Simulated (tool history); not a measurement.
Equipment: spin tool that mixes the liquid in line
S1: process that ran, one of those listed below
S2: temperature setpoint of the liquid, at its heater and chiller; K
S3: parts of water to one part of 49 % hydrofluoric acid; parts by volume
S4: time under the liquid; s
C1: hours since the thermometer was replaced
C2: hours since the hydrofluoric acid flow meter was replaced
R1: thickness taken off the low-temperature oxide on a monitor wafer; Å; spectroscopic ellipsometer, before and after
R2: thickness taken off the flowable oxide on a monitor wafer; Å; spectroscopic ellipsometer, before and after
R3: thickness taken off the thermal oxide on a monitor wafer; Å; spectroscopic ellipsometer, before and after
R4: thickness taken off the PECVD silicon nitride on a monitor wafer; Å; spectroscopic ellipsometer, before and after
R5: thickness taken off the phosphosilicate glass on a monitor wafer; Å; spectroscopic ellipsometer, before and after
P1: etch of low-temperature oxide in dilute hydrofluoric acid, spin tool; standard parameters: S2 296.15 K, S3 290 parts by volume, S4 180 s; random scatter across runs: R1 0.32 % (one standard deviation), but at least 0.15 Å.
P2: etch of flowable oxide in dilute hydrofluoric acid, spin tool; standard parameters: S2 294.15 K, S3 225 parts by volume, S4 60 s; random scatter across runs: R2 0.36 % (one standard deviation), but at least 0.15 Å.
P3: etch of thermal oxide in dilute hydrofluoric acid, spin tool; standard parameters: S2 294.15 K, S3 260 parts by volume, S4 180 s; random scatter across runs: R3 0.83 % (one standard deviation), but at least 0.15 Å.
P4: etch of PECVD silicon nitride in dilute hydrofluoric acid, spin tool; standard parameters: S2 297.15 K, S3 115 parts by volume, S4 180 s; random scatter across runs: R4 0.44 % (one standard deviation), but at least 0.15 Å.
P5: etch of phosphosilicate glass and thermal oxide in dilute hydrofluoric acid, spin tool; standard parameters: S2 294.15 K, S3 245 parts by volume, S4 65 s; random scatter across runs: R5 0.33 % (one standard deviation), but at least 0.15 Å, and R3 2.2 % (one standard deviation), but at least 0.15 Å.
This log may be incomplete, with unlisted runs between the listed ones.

run 1 hour=5.2 | S1=P1 S2=296.15 S3=290 S4=180 | C1=514.3 C2=84.9 | R1=161.12
run 2 hour=12.6 | S1=P1 S2=296.15 S3=75 S4=180 | C1=521.7 C2=92.3 | R1=787.55
run 3 hour=19.4 | S1=P1 S2=296.15 S3=290 S4=180 | C1=528.5 C2=99.1 | R1=161.68
run 4 hour=23.7 | S1=P2 S2=294.15 S3=105 S4=60 | C1=532.8 C2=103.4 | R2=214.23
run 5 hour=29 | S1=P3 S2=294.15 S3=260 S4=180 | C1=538.1 C2=108.7 | R3=23.923
run 6 hour=37.1 | S1=P2 S2=294.15 S3=225 S4=95 | C1=546.2 C2=116.8 | R2=140.03
run 7 hour=41.6 | S1=P1 S2=303.15 S3=290 S4=180 | C1=550.7 C2=121.3 | R1=203.88
run 8 hour=47.1 | S1=P4 S2=297.15 S3=115 S4=15 | C1=556.2 C2=126.8 | R4=4.2575
run 9 hour=54.4 | S1=P1 S2=296.15 S3=290 S4=85 | C1=563.5 C2=134.1 | R1=75.868
run 10 hour=60.7 | S1=P4 S2=297.15 S3=115 S4=180 | C1=569.8 C2=140.4 | R4=50.687
run 11 hour=67.8 | S1=P3 S2=294.15 S3=260 S4=80 | C1=576.9 C2=147.5 | R3=10.58
run 12 hour=75.6 | S1=P3 S2=290.15 S3=260 S4=180 | C1=584.7 C2=155.3 | R3=20.749
run 13 hour=82.6 | S1=P3 S2=294.15 S3=100 S4=180 | C1=591.7 C2=162.3 | R3=74.393
run 14 hour=88.4 | S1=P5 S2=294.15 S3=245 S4=65 | C1=597.5 C2=168.1 | R3=9.497 R5=153.85
run 15 hour=92.1 | S1=P1 S2=290.15 S3=290 S4=180 | C1=601.2 C2=171.8 | R1=129.64
run 16 hour=95.8 | S1=P1 S2=296.15 S3=290 S4=180 | C1=604.9 C2=175.5 | R1=161.43
run 17 hour=102.4 | S1=P5 S2=290.15 S3=245 S4=65 | C1=611.5 C2=182.1 | R3=8.1394 R5=131.6
run 18 hour=106.1 | S1=P4 S2=297.15 S3=115 S4=180 | C1=615.2 C2=185.8 | R4=50.809
run 19 hour=114 | S1=P1 S2=296.15 S3=290 S4=300 | C1=623.1 C2=193.7 | R1=269.69
run 20 hour=119.2 | S1=P5 S2=294.15 S3=245 S4=120 | C1=628.3 C2=198.9 | R3=16.967 R5=283.1
run 21 hour=126.8 | S1=P2 S2=298.15 S3=225 S4=60 | C1=635.9 C2=206.5 | R2=102.56
run 22 hour=134.9 | S1=P4 S2=290.15 S3=115 S4=180 | C1=644 C2=214.6 | R4=31.976
run 23 hour=141.3 | S1=P1 S2=296.15 S3=400 S4=180 | C1=650.4 C2=221 | R1=105.67

Run 24 has not been measured yet. What should we expect?
run 24 hour=146 | S1=P1 S2=296.15 S3=145 S4=15 | C1=655.1 C2=225.7 | R1=?

For run 24 the tool returned R1 31.186 Å.
